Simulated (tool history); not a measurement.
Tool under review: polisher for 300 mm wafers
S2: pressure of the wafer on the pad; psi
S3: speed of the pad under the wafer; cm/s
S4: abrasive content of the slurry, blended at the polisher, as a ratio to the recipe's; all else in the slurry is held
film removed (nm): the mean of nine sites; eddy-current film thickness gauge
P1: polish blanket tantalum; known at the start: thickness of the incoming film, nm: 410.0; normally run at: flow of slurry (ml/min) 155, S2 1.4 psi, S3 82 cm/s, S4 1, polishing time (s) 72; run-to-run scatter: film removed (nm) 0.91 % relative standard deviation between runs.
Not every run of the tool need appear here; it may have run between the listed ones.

Run 1, hour 5.5: flow of slurry (ml/min) 155, S2 1.4 psi, S3 82 cm/s, S4 1, polishing time (s) 72. Result: film removed (nm) 68.952.
Run 2, hour 11: flow of slurry (ml/min) 155, S2 1.4 psi, S3 36 cm/s, S4 1, polishing time (s) 72. Result: film removed (nm) 29.353.
Run 3, hour 14.3: flow of slurry (ml/min) 155, S2 1.4 psi, S3 82 cm/s, S4 1, polishing time (s) 32. Result: film removed (nm) 29.919.
Run 4, hour 19.8: flow of slurry (ml/min) 220, S2 1.4 psi, S3 82 cm/s, S4 1, polishing time (s) 72. Result: film removed (nm) 71.729.
Run 5, hour 23.5: flow of slurry (ml/min) 155, S2 1.4 psi, S3 82 cm/s, S4 1, polishing time (s) 72. Result: film removed (nm) 66.769.
Run 6, hour 27.1: flow of slurry (ml/min) 155, S2 0.9 psi, S3 38 cm/s, S4 1, polishing time (s) 72. Result: film removed (nm) 20.345.
Run 7, hour 31.5: flow of slurry (ml/min) 95, S2 1.4 psi, S3 82 cm/s, S4 1, polishing time (s) 72. Result: film removed (nm) 61.016.
Run 8, hour 37.6: flow of slurry (ml/min) 155, S2 0.9 psi, S3 82 cm/s, S4 1, polishing time (s) 72. Result: film removed (nm) 44.113.
Run 9, hour 41.9: flow of slurry (ml/min) 155, S2 1.4 psi, S3 82 cm/s, S4 1, polishing time (s) 72. Result: film removed (nm) 68.425.
Run 10, hour 47.4: flow of slurry (ml/min) 155, S2 1.4 psi, S3 82 cm/s, S4 1, polishing time (s) 72. Result: film removed (nm) 68.418.
Run 11, hour 51.4: flow of slurry (ml/min) 155, S2 1.4 psi, S3 82 cm/s, S4 1, polishing time (s) 72. Result: film removed (nm) 67.093.
Run 12, hour 54.2: flow of slurry (ml/min) 155, S2 1.4 psi, S3 82 cm/s, S4 1, polishing time (s) 72. Result: film removed (nm) 67.906.
Run 13, hour 59.1: flow of slurry (ml/min) 155, S2 1.4 psi, S3 82 cm/s, S4 1.25, polishing time (s) 72. Result: film removed (nm) 71.318.
Run 14, hour 64.7: flow of slurry (ml/min) 155, S2 2 psi, S3 82 cm/s, S4 1, polishing time (s) 72. Result: film removed (nm) 96.771.
At hour 69.8: slurry nozzle cleaned.
Run 15, hour 70.5: flow of slurry (ml/min) 155, S2 1.4 psi, S3 126 cm/s, S4 1, polishing time (s) 72. Result: film removed (nm) 106.16.
Run 16, hour 73.5: flow of slurry (ml/min) 155, S2 1.4 psi, S3 82 cm/s, S4 0.55, polishing time (s) 72. Result: film removed (nm) 55.456.
Run 17, hour 79.3: flow of slurry (ml/min) 155, S2 1.4 psi, S3 82 cm/s, S4 1, polishing time (s) 110. Result: film removed (nm) 103.33.
Run 18, hour 82.6: flow of slurry (ml/min) 155, S2 1.4 psi, S3 82 cm/s, S4 1, polishing time (s) 72. Result: film removed (nm) 67.327.

Run 19 comes next. What will it give?
Run 19, hour 88.6: flow of slurry (ml/min) 155, S2 1.4 psi, S3 82 cm/s, S4 1, polishing time (s) 72. Result: film removed (nm) ?.

film removed (nm): 63.89

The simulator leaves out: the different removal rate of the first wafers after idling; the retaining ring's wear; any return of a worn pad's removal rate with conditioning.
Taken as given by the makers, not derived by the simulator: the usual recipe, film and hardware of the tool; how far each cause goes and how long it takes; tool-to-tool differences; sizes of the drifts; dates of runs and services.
